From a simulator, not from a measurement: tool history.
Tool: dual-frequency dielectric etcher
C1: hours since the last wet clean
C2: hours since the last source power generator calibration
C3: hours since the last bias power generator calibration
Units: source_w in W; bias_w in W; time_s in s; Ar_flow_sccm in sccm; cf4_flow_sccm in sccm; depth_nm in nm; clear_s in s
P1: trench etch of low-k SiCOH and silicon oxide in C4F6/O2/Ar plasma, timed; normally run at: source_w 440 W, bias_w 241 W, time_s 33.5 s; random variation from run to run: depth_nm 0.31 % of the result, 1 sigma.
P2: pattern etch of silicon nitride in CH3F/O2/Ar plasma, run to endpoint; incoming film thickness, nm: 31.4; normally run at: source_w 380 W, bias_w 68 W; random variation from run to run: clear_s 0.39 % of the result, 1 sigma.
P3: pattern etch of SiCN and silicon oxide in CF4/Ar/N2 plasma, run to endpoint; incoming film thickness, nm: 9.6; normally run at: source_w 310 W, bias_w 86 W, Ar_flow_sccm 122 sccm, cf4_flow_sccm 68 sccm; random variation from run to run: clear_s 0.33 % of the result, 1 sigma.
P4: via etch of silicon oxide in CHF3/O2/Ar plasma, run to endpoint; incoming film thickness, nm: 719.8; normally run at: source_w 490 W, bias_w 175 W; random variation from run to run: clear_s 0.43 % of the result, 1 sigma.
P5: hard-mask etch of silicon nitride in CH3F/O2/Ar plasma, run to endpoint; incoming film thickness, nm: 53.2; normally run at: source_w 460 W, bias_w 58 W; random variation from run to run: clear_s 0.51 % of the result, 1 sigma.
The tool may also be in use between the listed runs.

{"run": 1, "day": 0.6, "process": "P1", "source_w": 440, "bias_w": 241, "time_s": 33.5, "C1": 133.4, "C2": 1077.4, "C3": 598.5, "depth_nm": 115.05}
{"run": 2, "day": 1.388, "process": "P2", "source_w": 380, "bias_w": 93, "C1": 152.3, "C2": 1096.3, "C3": 617.4, "clear_s": 42.432}
{"run": 3, "day": 1.917, "process": "P1", "source_w": 350, "bias_w": 241, "time_s": 48.5, "C1": 165, "C2": 1109, "C3": 630.1, "depth_nm": 152.58}
{"run": 4, "day": 2.675, "process": "P1", "source_w": 440, "bias_w": 241, "time_s": 20, "C1": 183.2, "C2": 1127.2, "C3": 648.3, "depth_nm": 68.754}
{"run": 5, "day": 3.292, "process": "P1", "source_w": 440, "bias_w": 241, "time_s": 33.5, "C1": 198, "C2": 1142, "C3": 663.1, "depth_nm": 115.49}
{"run": 6, "day": 3.867, "process": "P1", "source_w": 440, "bias_w": 174, "time_s": 33.5, "C1": 211.8, "C2": 1155.8, "C3": 676.9, "depth_nm": 103.03}
{"run": 7, "day": 4.525, "process": "P4", "source_w": 490, "bias_w": 175, "C1": 227.6, "C2": 1171.6, "C3": 692.7, "clear_s": 400.71}
{"run": 8, "day": 5.196, "process": "P1", "source_w": 560, "bias_w": 241, "time_s": 33.5, "C1": 243.7, "C2": 1187.7, "C3": 708.8, "depth_nm": 125.94}
{"run": 9, "day": 5.954, "process": "P3", "source_w": 310, "bias_w": 86, "Ar_flow_sccm": 122, "cf4_flow_sccm": 68, "C1": 261.9, "C2": 1205.9, "C3": 727, "clear_s": 14.523}
{"run": 10, "day": 6.371, "process": "P3", "source_w": 310, "bias_w": 86, "Ar_flow_sccm": 122, "cf4_flow_sccm": 47, "C1": 271.9, "C2": 1215.9, "C3": 737, "clear_s": 15.432}
{"run": 11, "day": 7.129, "process": "P2", "source_w": 490, "bias_w": 68, "C1": 290.1, "C2": 1234.1, "C3": 755.2, "clear_s": 42.87}
{"run": 12, "day": 7.708, "process": "P5", "source_w": 460, "bias_w": 58, "C1": 304, "C2": 1248, "C3": 769.1, "clear_s": 75.502}
{"run": 13, "day": 8.221, "process": "P1", "source_w": 440, "bias_w": 241, "time_s": 33.5, "C1": 316.3, "C2": 1260.3, "C3": 781.4, "depth_nm": 115.2}
{"run": 14, "day": 8.858, "process": "P5", "source_w": 460, "bias_w": 58, "C1": 331.6, "C2": 1275.6, "C3": 796.7, "clear_s": 76.215}
{"run": 15, "day": 9.642, "process": "P4", "source_w": 490, "bias_w": 124, "C1": 350.4, "C2": 1294.4, "C3": 815.5, "clear_s": 448.58}
{"run": 16, "day": 10.396, "process": "P3", "source_w": 310, "bias_w": 86, "Ar_flow_sccm": 82, "cf4_flow_sccm": 68, "C1": 368.5, "C2": 1312.5, "C3": 833.6, "clear_s": 13.749}
{"run": 17, "day": 11.075, "process": "P3", "source_w": 310, "bias_w": 86, "Ar_flow_sccm": 122, "cf4_flow_sccm": 68, "C1": 384.8, "C2": 1328.8, "C3": 849.9, "clear_s": 14.617}
{"run": 18, "day": 11.712, "process": "P1", "source_w": 440, "bias_w": 296, "time_s": 43.5, "C1": 400.1, "C2": 1344.1, "C3": 865.2, "depth_nm": 160.58}
{"run": 19, "day": 12.121, "process": "P1", "source_w": 440, "bias_w": 241, "time_s": 33.5, "C1": 409.9, "C2": 1353.9, "C3": 875, "depth_nm": 114.14}
{"run": 20, "day": 12.767, "process": "P1", "source_w": 440, "bias_w": 241, "time_s": 33.5, "C1": 425.4, "C2": 1369.4, "C3": 890.5, "depth_nm": 114.84}
{"day": 12.796, "done": "bias power generator calibrated"}
{"run": 21, "day": 13.358, "process": "P5", "source_w": 560, "bias_w": 58, "C1": 439.6, "C2": 1383.6, "C3": 13.6, "clear_s": 69.894}
{"run": 22, "day": 14.062, "process": "P3", "source_w": 310, "bias_w": 53, "Ar_flow_sccm": 122, "cf4_flow_sccm": 68, "C1": 456.5, "C2": 1400.5, "C3": 30.5, "clear_s": 17.258}
{"run": 23, "day": 14.608, "process": "P5", "source_w": 460, "bias_w": 35, "C1": 469.6, "C2": 1413.6, "C3": 43.6, "clear_s": 87.742}
{"run": 24, "day": 15.129, "process": "P1", "source_w": 520, "bias_w": 241, "time_s": 22, "C1": 482.1, "C2": 1426.1, "C3": 56.1, "depth_nm": 80.034}
{"run": 25, "day": 15.846, "process": "P1", "source_w": 440, "bias_w": 241, "time_s": 43, "C1": 499.3, "C2": 1443.3, "C3": 73.3, "depth_nm": 146.95}
{"run": 26, "day": 16.312, "process": "P1", "source_w": 440, "bias_w": 241, "time_s": 33.5, "C1": 510.5, "C2": 1454.5, "C3": 84.5, "depth_nm": 115.03}
{"run": 27, "day": 17.038, "process": "P1", "source_w": 440, "bias_w": 241, "time_s": 33.5, "C1": 527.9, "C2": 1471.9, "C3": 101.9, "depth_nm": 114.48}
{"run": 28, "day": 17.712, "process": "P1", "source_w": 340, "bias_w": 241, "time_s": 33.5, "C1": 544.1, "C2": 1488.1, "C3": 118.1, "depth_nm": 104.24}
{"run": 29, "day": 18.325, "process": "P4", "source_w": 310, "bias_w": 175, "C1": 558.8, "C2": 1502.8, "C3": 132.8, "clear_s": 475.67}
{"run": 30, "day": 18.938, "process": "P1", "source_w": 440, "bias_w": 319, "time_s": 33.5, "C1": 573.5, "C2": 1517.5, "C3": 147.5, "depth_nm": 126.31}
{"run": 31, "day": 19.4, "process": "P3", "source_w": 210, "bias_w": 86, "Ar_flow_sccm": 122, "cf4_flow_sccm": 68, "C1": 584.6, "C2": 1528.6, "C3": 158.6, "clear_s": 20.476}
{"run": 32, "day": 19.833, "process": "P2", "source_w": 380, "bias_w": 68, "C1": 595, "C2": 1539, "C3": 169, "clear_s": 47.694}
{"run": 33, "day": 20.446, "process": "P1", "source_w": 440, "bias_w": 241, "time_s": 33.5, "C1": 609.7, "C2": 1553.7, "C3": 183.7, "depth_nm": 115.71}
{"run": 34, "day": 21.104, "process": "P1", "source_w": 440, "bias_w": 241, "time_s": 33.5, "C1": 625.5, "C2": 1569.5, "C3": 199.5, "depth_nm": 115.36}
{"run": 35, "day": 21.742, "process": "P1", "source_w": 440, "bias_w": 241, "time_s": 33.5, "C1": 640.8, "C2": 1584.8, "C3": 214.8, "depth_nm": 116.28}
{"run": 36, "day": 22.454, "process": "P1", "source_w": 440, "bias_w": 241, "time_s": 33.5, "C1": 657.9, "C2": 1601.9, "C3": 231.9, "depth_nm": 116.53}
{"run": 37, "day": 22.983, "process": "P1", "source_w": 440, "bias_w": 241, "time_s": 33.5, "C1": 670.6, "C2": 1614.6, "C3": 244.6, "depth_nm": 116.19}
{"day": 23.221, "done": "wet clean of the chamber"}
{"run": 38, "day": 23.425, "process": "P1", "source_w": 440, "bias_w": 241, "time_s": 33.5, "C1": 5, "C2": 1625.2, "C3": 255.2, "depth_nm": 116.53}
{"run": 39, "day": 23.904, "process": "P1", "source_w": 440, "bias_w": 241, "time_s": 33.5, "C1": 16.5, "C2": 1636.7, "C3": 266.7, "depth_nm": 116.59}
{"run": 40, "day": 24.408, "process": "P1", "source_w": 440, "bias_w": 241, "time_s": 33.5, "C1": 28.6, "C2": 1648.8, "C3": 278.8, "depth_nm": 116.91}

What P1 gives has crept away from where it was. These 2 causes fit the log equally well, each at the size given:
A: source power that arrives over what is set, % = 4.15
B: bias power that arrives over what is set, % = 4.78
The creep began at about day 20.446.
Why every other cause is out:
chamber walls in a state that raises the etch rate, %: serviced at day 23.221, which brought nothing back

4 check runs are offered, each on 2 wafers whose results are averaged, their results left as question marks. Which one tells the causes apart?
{"run": "check 1", "day": 24.912, "process": "P5", "source_w": 460, "bias_w": 37, "clear_s": "?"}
{"run": "check 2", "day": 24.912, "process": "P4", "source_w": 310, "bias_w": 130, "clear_s": "?"}
{"run": "check 3", "day": 24.912, "process": "P3", "source_w": 310, "bias_w": 71, "Ar_flow_sccm": 83, "cf4_flow_sccm": 68, "clear_s": "?"}
{"run": "check 4", "day": 24.912, "process": "P2", "source_w": 380, "bias_w": 80, "clear_s": "?"}

What each check would give under each cause:
check=check_1 result=clear_s if_A=85.336 if_B=85.596
check=check_2 result=clear_s if_A=519.16 if_B=519.25
check=check_3 result=clear_s if_A=14.251 if_B=14.539
check=check_4 result=clear_s if_A=44.204 if_B=44.151
How far apart the two closest causes lie, in the result that separates them most: check 1 0.3 %; check 2 0.02 %; check 3 2 %; check 4 0.12 %
Only check 3 tells the causes apart: in the others they would give nearly the same result.

Then check 3 was run and gave: clear_s 14.233 s. Which cause is it?

It is A: source power that arrives over what is set, %.
